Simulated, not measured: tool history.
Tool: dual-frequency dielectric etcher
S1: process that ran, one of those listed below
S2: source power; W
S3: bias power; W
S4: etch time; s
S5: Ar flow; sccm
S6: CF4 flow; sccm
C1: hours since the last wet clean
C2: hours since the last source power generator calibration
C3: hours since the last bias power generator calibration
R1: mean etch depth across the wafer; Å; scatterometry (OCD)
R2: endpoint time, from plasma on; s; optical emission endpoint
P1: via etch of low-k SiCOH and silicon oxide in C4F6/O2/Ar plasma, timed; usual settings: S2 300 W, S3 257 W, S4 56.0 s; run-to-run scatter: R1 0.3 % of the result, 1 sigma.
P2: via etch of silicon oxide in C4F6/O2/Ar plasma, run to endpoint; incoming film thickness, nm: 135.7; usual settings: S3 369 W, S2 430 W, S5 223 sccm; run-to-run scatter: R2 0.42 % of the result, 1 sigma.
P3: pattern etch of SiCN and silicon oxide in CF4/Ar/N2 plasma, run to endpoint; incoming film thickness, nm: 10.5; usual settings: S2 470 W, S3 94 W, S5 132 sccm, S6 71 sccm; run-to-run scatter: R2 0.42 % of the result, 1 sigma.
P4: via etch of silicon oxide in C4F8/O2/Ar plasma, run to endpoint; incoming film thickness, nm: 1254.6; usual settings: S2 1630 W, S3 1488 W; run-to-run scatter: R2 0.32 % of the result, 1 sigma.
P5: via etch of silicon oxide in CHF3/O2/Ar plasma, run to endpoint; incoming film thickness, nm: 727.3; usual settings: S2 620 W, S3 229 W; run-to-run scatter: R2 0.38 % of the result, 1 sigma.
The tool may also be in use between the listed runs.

run	day	S1	S2	S3	S4	S5	S6	C1	C2	C3	R1	R2
1	0.488	P1	300	257	56.0			67.8	434.0	684.8	1473.4	
2	1.000	P1	230	257	56.0			80.1	446.3	697.1	1335.8	
3	1.550	P4	960	1488				93.3	459.5	710.3		355.200
4	1.796	P3	270	94		132	71	99.2	465.4	716.2		18.325
5	2.150	P2	430	369		223		107.7	473.9	724.7		30.585
6	2.696	P3	470	94		132	87	120.8	487.0	737.8		10.886
7	3.112	P3	470	94		87	71	130.8	497.0	747.8		10.589
8	3.500	P1	300	341	56.0			140.1	506.3	757.1	1641.7	
9	3.871	P2	320	369		223		149.0	515.2	766.0		34.520
10	4.167	P1	420	194	56.0			156.1	522.3	773.1	1530.5	
11	4.667	P1	300	257	56.0			168.1	534.3	785.1	1478.4	
12	5.058	P1	300	257	56.0			177.5	543.7	794.5	1478.3	
13	5.612	P2	430	295		223		190.8	557.0	807.8		33.210
14	5.892	P2	430	369		314		197.5	563.7	814.5		32.002
15	6.254	P3	470	68		132	71	206.2	572.4	823.2		12.640
16	6.650	P1	300	257	71.5			215.7	581.9	832.7	1892.9	
17	7.208	P1	300	257	56.0			229.1	595.3	846.1	1472.0	
18	7.712	P4	1630	1488				241.2	607.4	858.2		284.630
19	7.971	P5	870	229				247.4	613.6	864.4		292.050
20	8.400	P5	620	229				257.7	623.9	874.7		328.130
21	8.888	P1	430	257	56.0			269.4	635.6	886.4	1701.4	
22	9.433	P1	300	257	56.0			282.5	648.7	899.5	1468.5	
23	9.783	P1	300	257	36.0			290.9	657.1	907.9	952.7	
24	10.204	P5	620	303				301.0	667.2	918.0		298.530
25	10.754	P1	300	191	56.0			314.2	680.4	931.2	1339.8	
26	11.033	P4	1630	2059				320.9	687.1	937.9		261.800
27	11.467	P1	300	257	56.0			331.3	697.5	948.3	1474.9	
28	12.025	P3	470	94		132	71	344.7	710.9	961.7		11.259
29	12.408	P3	470	94		132	71	353.9	720.1	970.9		11.304
30	12.862	P1	420	302	56.0			364.8	731.0	981.8	1772.8	
31	13.217	P1	300	257	56.0			373.3	739.5	990.3	1473.6	
32	13.742	P1	300	257	56.0			385.9	752.1	1002.9	1458.9	
33	14.042	P1	300	257	56.0			393.1	759.3	1010.1	1465.9	
34	14.488	P1	300	257	56.0			403.8	770.0	1020.8	1454.7	
35	14.988	P1	300	257	56.0			415.8	782.0	1032.8	1457.5	
# day 15.450: wet clean of the chamber
36	15.533	P1	300	257	56.0			2.1	795.1	1045.9	1459.2	
37	16.029	P1	300	257	56.0			14.0	807.0	1057.8	1459.6	
38	16.588	P1	300	257	56.0			27.4	820.4	1071.2	1452.7	
39	16.938	P1	300	257	56.0			35.8	828.8	1079.6	1454.3	
40	17.471	P1	300	257	56.0			48.6	841.6	1092.4	1456.9	
41	17.996	P1	300	257	56.0			61.2	854.2	1105.0	1458.5	
42	18.379	P1	300	257	56.0			70.4	863.4	1114.2	1456.5	

What P1 gives has crept away from where it was. These 2 causes fit the log equally well, each at the size given:
A: bias power that arrives under what is set, % = 4.26
B: source power that arrives under what is set, % = 3.87
The creep began at about day 13.217.
Why every other cause is out:
chamber walls in a state that lowers the etch rate, %: serviced at day 15.450, which brought nothing back

4 check runs are offered, each on 3 wafers whose results are averaged, their results left as question marks. Which one tells the causes apart?
check 1	18.762	P5	860	229								?
check 2	18.762	P2	430	298		305						?
check 3	18.762	P4	1260	1997								?
check 4	18.762	P3	470	76		87	71					?

What each check would give under each cause:
check	result	if A	if B
check 1	R2	297.110	297.140
check 2	R2	34.744	34.747
check 3	R2	295.810	296.640
check 4	R2	11.614	11.854
How far apart the two closest causes lie, in the result that separates them most: check 1 0.01 %; check 2 0.01 %; check 3 0.28 %; check 4 2.05 %
Only check 4 tells the causes apart: in the others they would give nearly the same result.

Check 4 was then run and gave: R2 11.917 s. Which cause is it?

It is B: source power that arrives under what is set, %.

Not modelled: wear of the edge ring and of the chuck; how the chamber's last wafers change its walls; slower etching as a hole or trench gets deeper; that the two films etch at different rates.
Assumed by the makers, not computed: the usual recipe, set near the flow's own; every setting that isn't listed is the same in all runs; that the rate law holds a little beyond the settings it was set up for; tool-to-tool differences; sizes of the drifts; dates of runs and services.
